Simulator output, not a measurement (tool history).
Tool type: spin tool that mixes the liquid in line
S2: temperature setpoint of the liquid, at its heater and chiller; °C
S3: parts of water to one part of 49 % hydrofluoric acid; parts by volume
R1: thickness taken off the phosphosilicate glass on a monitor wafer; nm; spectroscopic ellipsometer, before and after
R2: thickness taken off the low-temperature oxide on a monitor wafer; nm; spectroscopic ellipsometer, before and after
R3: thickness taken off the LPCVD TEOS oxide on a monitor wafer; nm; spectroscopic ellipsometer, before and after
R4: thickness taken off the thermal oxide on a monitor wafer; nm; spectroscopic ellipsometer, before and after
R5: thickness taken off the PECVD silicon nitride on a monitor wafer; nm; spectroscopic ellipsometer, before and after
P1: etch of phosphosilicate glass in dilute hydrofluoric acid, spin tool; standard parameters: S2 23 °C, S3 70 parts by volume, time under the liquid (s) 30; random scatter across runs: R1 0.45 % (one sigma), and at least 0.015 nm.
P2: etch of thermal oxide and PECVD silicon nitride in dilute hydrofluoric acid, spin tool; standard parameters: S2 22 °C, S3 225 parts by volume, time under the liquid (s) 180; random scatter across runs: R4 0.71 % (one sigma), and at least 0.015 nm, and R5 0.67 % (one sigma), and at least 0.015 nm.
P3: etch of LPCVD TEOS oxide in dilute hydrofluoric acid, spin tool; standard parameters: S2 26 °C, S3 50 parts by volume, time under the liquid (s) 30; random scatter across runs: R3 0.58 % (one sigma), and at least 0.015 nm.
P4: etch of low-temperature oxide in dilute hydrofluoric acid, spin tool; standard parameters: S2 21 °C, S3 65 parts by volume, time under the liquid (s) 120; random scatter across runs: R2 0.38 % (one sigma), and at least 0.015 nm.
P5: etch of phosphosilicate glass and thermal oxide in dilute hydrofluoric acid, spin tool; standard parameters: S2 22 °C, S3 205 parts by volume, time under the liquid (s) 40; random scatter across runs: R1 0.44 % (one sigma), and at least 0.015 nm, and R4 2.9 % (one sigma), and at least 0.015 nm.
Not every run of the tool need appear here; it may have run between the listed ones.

{"run": 1, "hour": 6.5, "process that ran": "P1", "S2": 23, "S3": 70, "time under the liquid (s)": 30, "R1": 83.663}
{"run": 2, "hour": 11.1, "process that ran": "P4", "S2": 21, "S3": 65, "time under the liquid (s)": 120, "R2": 17.778}
{"run": 3, "hour": 15.0, "process that ran": "P3", "S2": 26, "S3": 50, "time under the liquid (s)": 45, "R3": 52.04}
{"run": 4, "hour": 21.0, "process that ran": "P5", "S2": 22, "S3": 205, "time under the liquid (s)": 70, "R1": 20.45, "R4": 1.2957}
{"run": 5, "hour": 28.6, "process that ran": "P1", "S2": 23, "S3": 70, "time under the liquid (s)": 30, "R1": 83.325}
{"run": 6, "hour": 33.1, "process that ran": "P2", "S2": 22, "S3": 225, "time under the liquid (s)": 180, "R4": 3.1459, "R5": 3.0108}
{"run": 7, "hour": 37.6, "process that ran": "P4", "S2": 21, "S3": 65, "time under the liquid (s)": 120, "R2": 17.767}
{"hour": 39.5, "done": "thermometer replaced"}
{"run": 8, "hour": 44.4, "process that ran": "P1", "S2": 23, "S3": 70, "time under the liquid (s)": 30, "R1": 84.134}
{"run": 9, "hour": 52.4, "process that ran": "P5", "S2": 22, "S3": 205, "time under the liquid (s)": 40, "R1": 11.59, "R4": 0.71979}
{"run": 10, "hour": 57.0, "process that ran": "P1", "S2": 17.5, "S3": 70, "time under the liquid (s)": 15, "R1": 33.101}
{"run": 11, "hour": 61.8, "process that ran": "P5", "S2": 27.5, "S3": 205, "time under the liquid (s)": 40, "R1": 14.162, "R4": 0.89886}
{"run": 12, "hour": 67.1, "process that ran": "P3", "S2": 26, "S3": 50, "time under the liquid (s)": 30, "R3": 34.612}
{"run": 13, "hour": 73.7, "process that ran": "P2", "S2": 22, "S3": 225, "time under the liquid (s)": 350, "R4": 6.0143, "R5": 5.8667}
{"run": 14, "hour": 81.2, "process that ran": "P1", "S2": 23, "S3": 70, "time under the liquid (s)": 30, "R1": 83.613}
{"run": 15, "hour": 86.6, "process that ran": "P1", "S2": 23, "S3": 95, "time under the liquid (s)": 30, "R1": 60.094}
{"run": 16, "hour": 92.2, "process that ran": "P3", "S2": 20.5, "S3": 50, "time under the liquid (s)": 30, "R3": 27.512}
{"run": 17, "hour": 97.1, "process that ran": "P3", "S2": 26, "S3": 50, "time under the liquid (s)": 30, "R3": 34.688}
{"run": 18, "hour": 104.6, "process that ran": "P4", "S2": 21, "S3": 100, "time under the liquid (s)": 120, "R2": 11.035}
{"run": 19, "hour": 111.5, "process that ran": "P1", "S2": 23, "S3": 70, "time under the liquid (s)": 30, "R1": 83.799}
{"run": 20, "hour": 116.4, "process that ran": "P1", "S2": 23, "S3": 70, "time under the liquid (s)": 55, "R1": 152.02}
{"run": 21, "hour": 120.8, "process that ran": "P1", "S2": 23, "S3": 70, "time under the liquid (s)": 30, "R1": 83.506}
{"run": 22, "hour": 125.2, "process that ran": "P5", "S2": 22, "S3": 55, "time under the liquid (s)": 40, "R1": 51.429, "R4": 3.314}
{"run": 23, "hour": 132.0, "process that ran": "P2", "S2": 30.5, "S3": 225, "time under the liquid (s)": 180, "R4": 4.1988, "R5": 5.1044}
{"run": 24, "hour": 136.1, "process that ran": "P4", "S2": 26, "S3": 65, "time under the liquid (s)": 120, "R2": 21.78}
{"run": 25, "hour": 140.0, "process that ran": "P1", "S2": 17, "S3": 70, "time under the liquid (s)": 30, "R1": 64.762}
{"run": 26, "hour": 145.4, "process that ran": "P3", "S2": 26, "S3": 80, "time under the liquid (s)": 30, "R3": 20.677}
{"run": 27, "hour": 150.5, "process that ran": "P1", "S2": 23, "S3": 70, "time under the liquid (s)": 30, "R1": 84.6}
{"run": 28, "hour": 156.4, "process that ran": "P4", "S2": 21, "S3": 65, "time under the liquid (s)": 30, "R2": 4.3861}
{"run": 29, "hour": 164.1, "process that ran": "P1", "S2": 28.5, "S3": 70, "time under the liquid (s)": 30, "R1": 103.83}
{"run": 30, "hour": 171.5, "process that ran": "P1", "S2": 23, "S3": 35, "time under the liquid (s)": 30, "R1": 173.56}
{"run": 31, "hour": 176.2, "process that ran": "P2", "S2": 22, "S3": 130, "time under the liquid (s)": 180, "R4": 5.9631, "R5": 5.2605}

What does the tool deliver on the next run?
{"run": 32, "hour": 182.4, "process that ran": "P2", "S2": 22, "S3": 225, "time under the liquid (s)": 180, "R4": "?", "R5": "?"}

{"run 32": {"R4": 3.0897, "R5": 3.0471}}

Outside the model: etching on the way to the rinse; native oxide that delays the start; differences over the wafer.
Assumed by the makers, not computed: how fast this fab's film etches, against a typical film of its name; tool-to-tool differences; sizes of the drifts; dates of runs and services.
